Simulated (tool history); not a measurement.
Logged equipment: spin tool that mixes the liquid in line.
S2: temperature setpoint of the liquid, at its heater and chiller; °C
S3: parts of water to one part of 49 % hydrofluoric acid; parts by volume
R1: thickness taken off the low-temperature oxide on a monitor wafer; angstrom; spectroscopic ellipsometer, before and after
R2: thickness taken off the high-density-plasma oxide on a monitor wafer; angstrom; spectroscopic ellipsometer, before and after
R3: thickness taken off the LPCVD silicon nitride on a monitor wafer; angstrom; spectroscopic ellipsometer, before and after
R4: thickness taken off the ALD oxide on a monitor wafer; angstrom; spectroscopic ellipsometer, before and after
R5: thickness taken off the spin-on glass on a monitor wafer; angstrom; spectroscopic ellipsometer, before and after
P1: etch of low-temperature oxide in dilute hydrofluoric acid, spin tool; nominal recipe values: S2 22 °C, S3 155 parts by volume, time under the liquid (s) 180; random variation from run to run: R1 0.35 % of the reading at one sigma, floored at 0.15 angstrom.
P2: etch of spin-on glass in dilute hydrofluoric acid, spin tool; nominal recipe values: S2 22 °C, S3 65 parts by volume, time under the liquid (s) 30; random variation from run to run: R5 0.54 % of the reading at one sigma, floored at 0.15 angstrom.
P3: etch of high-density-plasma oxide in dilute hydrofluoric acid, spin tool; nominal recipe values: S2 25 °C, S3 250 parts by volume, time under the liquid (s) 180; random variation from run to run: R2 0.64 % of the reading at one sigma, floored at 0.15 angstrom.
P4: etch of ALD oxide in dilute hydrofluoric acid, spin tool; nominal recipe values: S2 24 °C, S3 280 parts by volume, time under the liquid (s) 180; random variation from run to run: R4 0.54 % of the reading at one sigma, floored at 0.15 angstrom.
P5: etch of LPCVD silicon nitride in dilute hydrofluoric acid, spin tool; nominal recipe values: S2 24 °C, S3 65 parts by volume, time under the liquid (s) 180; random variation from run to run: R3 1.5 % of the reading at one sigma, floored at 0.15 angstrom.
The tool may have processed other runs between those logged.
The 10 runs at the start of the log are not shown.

Run 11, hour 48.6: process that ran P1, S2 17.5 °C, S3 50 parts by volume, time under the liquid (s) 180. Result: R1 535.5 angstrom.
Run 12, hour 51.8: process that ran P3, S2 25 °C, S3 345 parts by volume, time under the liquid (s) 180. Result: R2 30.369 angstrom.
Run 13, hour 55.8: process that ran P1, S2 22 °C, S3 55 parts by volume, time under the liquid (s) 180. Result: R1 587.24 angstrom.
Run 14, hour 59.8: process that ran P2, S2 22 °C, S3 65 parts by volume, time under the liquid (s) 30. Result: R5 158.36 angstrom.
Run 15, hour 65.1: process that ran P1, S2 22 °C, S3 155 parts by volume, time under the liquid (s) 180. Result: R1 186.36 angstrom.
At hour 67.5: thermometer replaced.
Run 16, hour 67.8: process that ran P3, S2 19 °C, S3 250 parts by volume, time under the liquid (s) 180. Result: R2 36.417 angstrom.
Run 17, hour 71.8: process that ran P2, S2 30.5 °C, S3 65 parts by volume, time under the liquid (s) 30. Result: R5 220.94 angstrom.
Run 18, hour 75.6: process that ran P3, S2 25 °C, S3 250 parts by volume, time under the liquid (s) 180. Result: R2 46.104 angstrom.
Run 19, hour 80.2: process that ran P1, S2 22 °C, S3 155 parts by volume, time under the liquid (s) 180. Result: R1 184 angstrom.
Run 20, hour 85.4: process that ran P4, S2 24 °C, S3 280 parts by volume, time under the liquid (s) 15. Result: R4 9.0294 angstrom.
Run 21, hour 90: process that ran P2, S2 22 °C, S3 65 parts by volume, time under the liquid (s) 15. Result: R5 78.401 angstrom.
Run 22, hour 95.5: process that ran P4, S2 24 °C, S3 100 parts by volume, time under the liquid (s) 180. Result: R4 370.49 angstrom.
Run 23, hour 98.9: process that ran P2, S2 22 °C, S3 95 parts by volume, time under the liquid (s) 30. Result: R5 104.42 angstrom.
Run 24, hour 103: process that ran P2, S2 22 °C, S3 65 parts by volume, time under the liquid (s) 30. Result: R5 158.27 angstrom.
Run 25, hour 106.6: process that ran P5, S2 24 °C, S3 65 parts by volume, time under the liquid (s) 180. Result: R3 13.43 angstrom.
Run 26, hour 111.6: process that ran P1, S2 27.5 °C, S3 155 parts by volume, time under the liquid (s) 180. Result: R1 228.96 angstrom.
Run 27, hour 116.1: process that ran P1, S2 18 °C, S3 155 parts by volume, time under the liquid (s) 180. Result: R1 158.35 angstrom.
Run 28, hour 121.2: process that ran P4, S2 24 °C, S3 280 parts by volume, time under the liquid (s) 180. Result: R4 110.47 angstrom.
Run 29, hour 124.5: process that ran P1, S2 27 °C, S3 155 parts by volume, time under the liquid (s) 100. Result: R1 123.63 angstrom.
Run 30, hour 126.9: process that ran P1, S2 22 °C, S3 155 parts by volume, time under the liquid (s) 180. Result: R1 184.97 angstrom.
Run 31, hour 132.4: process that ran P1, S2 22 °C, S3 155 parts by volume, time under the liquid (s) 180. Result: R1 185.34 angstrom.
Run 32, hour 137.1: process that ran P1, S2 22 °C, S3 155 parts by volume, time under the liquid (s) 180. Result: R1 189.93 angstrom.
Run 33, hour 142.3: process that ran P1, S2 22 °C, S3 155 parts by volume, time under the liquid (s) 180. Result: R1 192.93 angstrom.

Predict the results of run 34:
Run 34, hour 147.8: process that ran P1, S2 22 °C, S3 155 parts by volume, time under the liquid (s) 180. Result: R1 ?.

Logged for run 34: R1 193.97 angstrom.
